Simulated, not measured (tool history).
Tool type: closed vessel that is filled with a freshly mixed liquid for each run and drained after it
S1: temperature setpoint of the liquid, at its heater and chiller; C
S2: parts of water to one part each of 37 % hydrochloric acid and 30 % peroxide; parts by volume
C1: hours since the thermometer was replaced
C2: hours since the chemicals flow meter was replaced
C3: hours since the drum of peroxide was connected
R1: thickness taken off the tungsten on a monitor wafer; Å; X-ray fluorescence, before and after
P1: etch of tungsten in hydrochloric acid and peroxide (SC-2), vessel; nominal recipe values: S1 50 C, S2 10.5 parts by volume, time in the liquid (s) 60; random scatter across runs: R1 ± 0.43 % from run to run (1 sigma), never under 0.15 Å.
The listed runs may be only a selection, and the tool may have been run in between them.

Run 1, hour 9: S1 50 C, S2 10.5 parts by volume, time in the liquid (s) 60; C1 936.8; C2 779.9; C3 122. Result: R1 170.27 Å.
Run 2, hour 16: S1 50 C, S2 10.5 parts by volume, time in the liquid (s) 60; C1 943.8; C2 786.9; C3 129. Result: R1 168.79 Å.
Run 3, hour 28.2: S1 50 C, S2 17 parts by volume, time in the liquid (s) 60; C1 956; C2 799.1; C3 141.2. Result: R1 111.71 Å.
Run 4, hour 36.7: S1 50 C, S2 10.5 parts by volume, time in the liquid (s) 30; C1 964.5; C2 807.6; C3 149.7. Result: R1 84.515 Å.
Run 5, hour 46.3: S1 66 C, S2 10.5 parts by volume, time in the liquid (s) 60; C1 974.1; C2 817.2; C3 159.3. Result: R1 464.87 Å.
Run 6, hour 52.4: S1 35 C, S2 10.5 parts by volume, time in the liquid (s) 60; C1 980.2; C2 823.3; C3 165.4. Result: R1 59.271 Å.
Run 7, hour 64.8: S1 50 C, S2 10.5 parts by volume, time in the liquid (s) 60; C1 992.6; C2 835.7; C3 177.8. Result: R1 170.58 Å.
Run 8, hour 71.4: S1 50 C, S2 10.5 parts by volume, time in the liquid (s) 60; C1 999.2; C2 842.3; C3 184.4. Result: R1 168.47 Å.
Run 9, hour 78.1: S1 50 C, S2 10.5 parts by volume, time in the liquid (s) 90; C1 1005.9; C2 849; C3 191.1. Result: R1 254.64 Å.
Run 10, hour 89.9: S1 50 C, S2 10.5 parts by volume, time in the liquid (s) 60; C1 1017.7; C2 860.8; C3 202.9. Result: R1 168.89 Å.
Run 11, hour 98.2: S1 50 C, S2 10.5 parts by volume, time in the liquid (s) 60; C1 1026; C2 869.1; C3 211.2. Result: R1 169.33 Å.
At hour 106.4: thermometer replaced.
Run 12, hour 108: S1 50 C, S2 4 parts by volume, time in the liquid (s) 60; C1 1.6; C2 878.9; C3 221. Result: R1 353.25 Å.
Run 13, hour 118.9: S1 39.5 C, S2 17 parts by volume, time in the liquid (s) 60; C1 12.5; C2 889.8; C3 231.9. Result: R1 53.885 Å.
Run 14, hour 131.1: S1 50 C, S2 10.5 parts by volume, time in the liquid (s) 60; C1 24.7; C2 902; C3 244.1. Result: R1 169.5 Å.
Run 15, hour 142.4: S1 50 C, S2 10.5 parts by volume, time in the liquid (s) 60; C1 36; C2 913.3; C3 255.4. Result: R1 176.95 Å.
Run 16, hour 151.9: S1 50 C, S2 10.5 parts by volume, time in the liquid (s) 60; C1 45.5; C2 922.8; C3 264.9. Result: R1 180.25 Å.
Run 17, hour 160.5: S1 50 C, S2 10.5 parts by volume, time in the liquid (s) 60; C1 54.1; C2 931.4; C3 273.5. Result: R1 181.28 Å.
Run 18, hour 169.8: S1 50 C, S2 10.5 parts by volume, time in the liquid (s) 60; C1 63.4; C2 940.7; C3 282.8. Result: R1 181.32 Å.
Run 19, hour 177.9: S1 50 C, S2 10.5 parts by volume, time in the liquid (s) 60; C1 71.5; C2 948.8; C3 290.9. Result: R1 182.64 Å.
Run 20, hour 191.1: S1 50 C, S2 10.5 parts by volume, time in the liquid (s) 60; C1 84.7; C2 962; C3 304.1. Result: R1 182.31 Å.

Compared with where it was, what P1 gives has crept away. Each cause listed below fits the log as well as the rest, at the size given for it:
A: liquid hotter than its thermometer reads (K) = 1.11
B: chemicals flow above the setpoint (%) = 9.19
The process output started creeping at around hour 131.1.
Other possible causes, and why each is ruled out:
peroxide weaker than its label (%): at most 8, giving a -7.4 % change in R1: too small, or against the direction of the creep

Which of the check runs below tells the causes apart, meaning the causes would give it clearly different results? Each run uses 2 wafers whose results are averaged, and each result is shown as a question mark.
Run check 1, hour 204.3: S1 50 C, S2 7 parts by volume, time in the liquid (s) 60. Result: R1 ?.
Run check 2, hour 204.3: S1 50 C, S2 13.5 parts by volume, time in the liquid (s) 60. Result: R1 ?.
Run check 3, hour 204.3: S1 63 C, S2 10.5 parts by volume, time in the liquid (s) 35. Result: R1 ?.
Run check 4, hour 204.3: S1 35 C, S2 4 parts by volume, time in the liquid (s) 60. Result: R1 ?.

Predicted outcomes, by check and by cause:
  check  result    if A    if B
check 1      R1   253.5  251.96
check 2      R1  147.19  147.54
check 3      R1   243.6  244.87
check 4      R1   134.2  131.11
Minimum pairwise separation of causes per check, each pair taken at its best-separating result: check 1 0.61 %; check 2 0.24 %; check 3 0.52 %; check 4 2.33 %
The causes can be told apart only by check 4. The other checks would give nearly the same results under each of them.

Check 4 has now been run. It gave: R1 130.47 Å. Which of the candidate causes is it?

The cause is B: chemicals flow above the setpoint (%).
